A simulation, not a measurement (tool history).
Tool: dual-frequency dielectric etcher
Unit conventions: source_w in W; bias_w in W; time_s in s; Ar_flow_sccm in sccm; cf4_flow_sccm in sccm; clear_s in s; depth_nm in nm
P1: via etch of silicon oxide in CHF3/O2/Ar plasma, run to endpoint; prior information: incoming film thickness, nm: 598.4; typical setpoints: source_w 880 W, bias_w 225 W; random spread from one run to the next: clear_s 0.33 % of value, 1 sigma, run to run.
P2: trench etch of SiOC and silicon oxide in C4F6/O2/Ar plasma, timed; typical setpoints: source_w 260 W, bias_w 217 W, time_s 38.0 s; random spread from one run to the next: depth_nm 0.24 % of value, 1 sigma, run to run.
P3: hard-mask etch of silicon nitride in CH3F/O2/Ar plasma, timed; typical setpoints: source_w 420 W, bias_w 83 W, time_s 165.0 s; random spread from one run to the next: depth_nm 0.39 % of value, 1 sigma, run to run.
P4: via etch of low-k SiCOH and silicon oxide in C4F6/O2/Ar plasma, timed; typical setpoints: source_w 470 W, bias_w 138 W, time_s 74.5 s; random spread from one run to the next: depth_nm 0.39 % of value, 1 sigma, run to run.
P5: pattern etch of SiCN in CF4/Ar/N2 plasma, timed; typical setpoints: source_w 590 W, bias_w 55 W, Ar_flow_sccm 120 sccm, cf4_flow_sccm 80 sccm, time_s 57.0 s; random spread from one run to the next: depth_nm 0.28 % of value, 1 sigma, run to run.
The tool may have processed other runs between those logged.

run 1 hour=10.1 | process=P1 source_w=880 bias_w=225 | clear_s=242.35
run 2 hour=18.3 | process=P3 source_w=420 bias_w=83 time_s=165.0 | depth_nm=124.150
run 3 hour=24.4 | process=P1 source_w=660 bias_w=225 | clear_s=271.51
run 4 hour=32.7 | process=P1 source_w=880 bias_w=225 | clear_s=242.59
run 5 hour=40.3 | process=P4 source_w=470 bias_w=138 time_s=74.5 | depth_nm=205.230
run 6 hour=49.8 | process=P4 source_w=470 bias_w=102 time_s=74.5 | depth_nm=188.200
run 7 hour=57.9 | process=P5 source_w=590 bias_w=55 time_s=36.0 Ar_flow_sccm=120 cf4_flow_sccm=80 | depth_nm=36.245
run 8 hour=65.8 | process=P2 source_w=340 bias_w=217 time_s=38.0 | depth_nm=73.768
run 9 hour=71.0 | process=P1 source_w=880 bias_w=225 | clear_s=241.06
run 10 hour=80.2 | process=P1 source_w=880 bias_w=165 | clear_s=268.93
run 11 hour=90.1 | process=P4 source_w=600 bias_w=138 time_s=74.5 | depth_nm=226.740
run 12 hour=95.5 | process=P1 source_w=880 bias_w=225 | clear_s=243.28
run 13 hour=101.0 | process=P2 source_w=260 bias_w=288 time_s=38.0 | depth_nm=73.836
run 14 hour=106.9 | process=P1 source_w=880 bias_w=225 | clear_s=243.25
run 15 hour=112.2 | process=P3 source_w=420 bias_w=83 time_s=229.0 | depth_nm=173.120
run 16 hour=119.3 | process=P4 source_w=470 bias_w=138 time_s=42.5 | depth_nm=117.330
run 17 hour=128.1 | process=P1 source_w=1120 bias_w=148 | clear_s=253.82
run 18 hour=132.7 | process=P5 source_w=590 bias_w=74 time_s=57.0 Ar_flow_sccm=120 cf4_flow_sccm=80 | depth_nm=62.983
run 19 hour=139.9 | process=P3 source_w=420 bias_w=112 time_s=165.0 | depth_nm=139.850
run 20 hour=147.1 | process=P2 source_w=260 bias_w=217 time_s=38.0 | depth_nm=66.619
run 21 hour=156.2 | process=P1 source_w=600 bias_w=176 | clear_s=304.12
run 22 hour=165.3 | process=P3 source_w=420 bias_w=83 time_s=165.0 | depth_nm=124.370
run 23 hour=170.7 | process=P5 source_w=390 bias_w=55 time_s=57.0 Ar_flow_sccm=120 cf4_flow_sccm=80 | depth_nm=39.768
run 24 hour=175.9 | process=P1 source_w=880 bias_w=225 | clear_s=241.93
run 25 hour=185.5 | process=P1 source_w=1120 bias_w=140 | clear_s=258.48
run 26 hour=195.6 | process=P1 source_w=880 bias_w=278 | clear_s=226.68
run 27 hour=201.8 | process=P2 source_w=260 bias_w=217 time_s=57.0 | depth_nm=99.885
run 28 hour=209.5 | process=P5 source_w=590 bias_w=55 time_s=57.0 Ar_flow_sccm=162 cf4_flow_sccm=80 | depth_nm=54.176
run 29 hour=219.6 | process=P2 source_w=260 bias_w=217 time_s=38.0 | depth_nm=66.632
run 30 hour=226.4 | process=P1 source_w=1060 bias_w=225 | clear_s=226.47
run 31 hour=231.4 | process=P3 source_w=290 bias_w=83 time_s=165.0 | depth_nm=108.470
run 32 hour=237.0 | process=P5 source_w=590 bias_w=55 time_s=57.0 Ar_flow_sccm=120 cf4_flow_sccm=54 | depth_nm=53.185
run 33 hour=243.2 | process=P5 source_w=590 bias_w=55 time_s=57.0 Ar_flow_sccm=120 cf4_flow_sccm=80 | depth_nm=57.233
run 34 hour=251.1 | process=P1 source_w=880 bias_w=225 | clear_s=243.44
run 35 hour=260.9 | process=P1 source_w=880 bias_w=225 | clear_s=241.35
run 36 hour=268.9 | process=P1 source_w=880 bias_w=225 | clear_s=241.38
run 37 hour=278.7 | process=P1 source_w=880 bias_w=225 | clear_s=239.79
run 38 hour=287.8 | process=P1 source_w=880 bias_w=225 | clear_s=239.06
-- hour=295.4 wet clean of the chamber
run 39 hour=297.8 | process=P1 source_w=880 bias_w=225 | clear_s=240.46
run 40 hour=304.8 | process=P1 source_w=880 bias_w=225 | clear_s=239.21
run 41 hour=312.8 | process=P1 source_w=880 bias_w=225 | clear_s=238.59
run 42 hour=317.3 | process=P1 source_w=880 bias_w=225 | clear_s=240.01

What P1 gives has crept away from where it was. These 2 causes fit the log equally well, each at the size given:
A: bias power that arrives over what is set, % = 4.93
B: source power that arrives over what is set, % = 4.44
The creep began at about hour 251.1.
Each remaining cause and why it is not a fit:
chamber walls in a state that raises the etch rate, %: serviced after onset, at hour 295.4, with no recovery of the prior output

Question marks stand in for the results of the 4 check runs listed below, each run on one wafer. Under which run would the listed causes show clearly different results?
run check 1 hour=321.8 | process=P3 source_w=290 bias_w=83 time_s=165.0 | depth_nm=?
run check 2 hour=321.8 | process=P4 source_w=470 bias_w=138 time_s=49.0 | depth_nm=?
run check 3 hour=321.8 | process=P2 source_w=330 bias_w=217 time_s=55.0 | depth_nm=?
run check 4 hour=321.8 | process=P5 source_w=430 bias_w=55 time_s=57.0 Ar_flow_sccm=120 cf4_flow_sccm=80 | depth_nm=?

What each check would give under each cause:
check=check_1 result=depth_nm if_A=110.290 if_B=110.150
check=check_2 result=depth_nm if_A=137.340 if_B=137.770
check=check_3 result=depth_nm if_A=107.300 if_B=107.350
check=check_4 result=depth_nm if_A=43.984 if_B=44.980
Separation of the two closest causes in each check, using whichever result separates them best: check 1 0.13 %; check 2 0.31 %; check 3 0.05 %; check 4 2.24 %
Only in check 4 would the causes give clearly different results; in the remaining checks their results would be nearly the same.

After running check 4, the following was obtained: depth_nm 45.245 nm. Which cause does this point to?

The cause is B: source power that arrives over what is set, %.
